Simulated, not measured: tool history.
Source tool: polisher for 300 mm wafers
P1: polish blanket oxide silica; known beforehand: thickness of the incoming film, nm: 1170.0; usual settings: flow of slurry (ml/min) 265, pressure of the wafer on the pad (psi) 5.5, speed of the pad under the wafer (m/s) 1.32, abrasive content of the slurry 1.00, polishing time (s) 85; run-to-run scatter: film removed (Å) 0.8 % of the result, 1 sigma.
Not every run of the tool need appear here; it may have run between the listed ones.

run,hour,flow of slurry (ml/min),pressure of the wafer on the pad (psi),speed of the pad under the wafer (m/s),abrasive content of the slurry,polishing time (s),wafers polished on this pad,hours since the slurry nozzle was cleaned,hours since the head pressure was calibrated,hours since the slurry blender was calibrated,hours since the conditioning disc was replaced,film removed (Å)
1,5.2,265,5.5,1.32,1.00,85,236,76.0,315.6,58.8,163.2,4794.9
2,13.1,265,5.5,1.32,1.00,85,309,83.9,323.5,66.7,171.1,4820.4
3,19.8,265,5.5,1.32,1.40,85,371,90.6,330.2,73.4,177.8,5438.1
4,27.7,265,5.5,0.88,1.45,85,444,98.5,338.1,81.3,185.7,4023.8
5,35.0,265,5.5,1.32,1.00,129,511,105.8,345.4,88.6,193.0,7275.7
6,41.2,265,5.5,0.60,1.00,85,569,112.0,351.6,94.8,199.2,2516.2
# hour 46.0: conditioning disc replaced and pad reconditioned
7,48.1,425,5.5,1.32,1.00,85,633,118.9,358.5,101.7,2.2,4936.7
8,53.9,265,3.7,1.32,1.00,85,686,124.7,364.3,107.5,8.0,3219.2
9,58.9,265,5.5,2.00,1.00,85,732,129.7,369.3,112.5,13.0,6621.9
10,64.2,265,5.5,1.32,0.50,85,781,135.0,374.6,117.8,18.3,3301.6
11,70.6,265,5.5,1.32,1.00,85,840,141.4,381.0,124.2,24.7,4809.9
12,78.5,265,5.5,1.32,1.00,60,913,149.3,388.9,132.1,32.6,3368.0
13,83.5,160,5.5,1.32,1.25,85,960,154.3,393.9,137.1,37.6,4942.1
14,89.4,265,5.5,1.32,1.00,85,1014,160.2,399.8,143.0,43.5,4709.1
15,94.1,265,5.5,1.32,1.40,43,1058,164.9,404.5,147.7,48.2,2791.3
16,100.1,190,5.5,1.32,1.00,85,1113,170.9,410.5,153.7,54.2,4594.4
17,107.5,265,8.2,1.32,1.00,85,1181,178.3,417.9,161.1,61.6,7126.3
18,114.8,265,5.5,1.32,1.00,85,1249,185.6,425.2,168.4,68.9,4846.5
19,121.6,265,5.5,1.32,1.00,85,1312,192.4,432.0,175.2,75.7,4554.4
20,127.9,265,5.5,1.32,1.00,85,1370,198.7,438.3,181.5,82.0,4444.1
21,132.4,265,5.5,1.32,1.00,85,1412,203.2,442.8,186.0,86.5,4415.9
22,136.9,265,5.5,1.32,1.00,85,1453,207.7,447.3,190.5,91.0,4435.5
23,142.0,265,5.5,1.32,1.00,85,1500,212.8,452.4,195.6,96.1,4303.2
24,146.4,265,5.5,1.32,1.00,85,1541,217.2,456.8,200.0,100.5,4324.8

Run 25 comes next. What will it give?
# hour 147.1: slurry nozzle cleaned
# hour 147.6: conditioning disc replaced and pad reconditioned
# hour 148.9: head pressure recalibrated
25,151.4,265,5.5,1.32,1.00,85,1587,4.4,2.5,205.0,3.9,?

film removed (Å): 4299.6
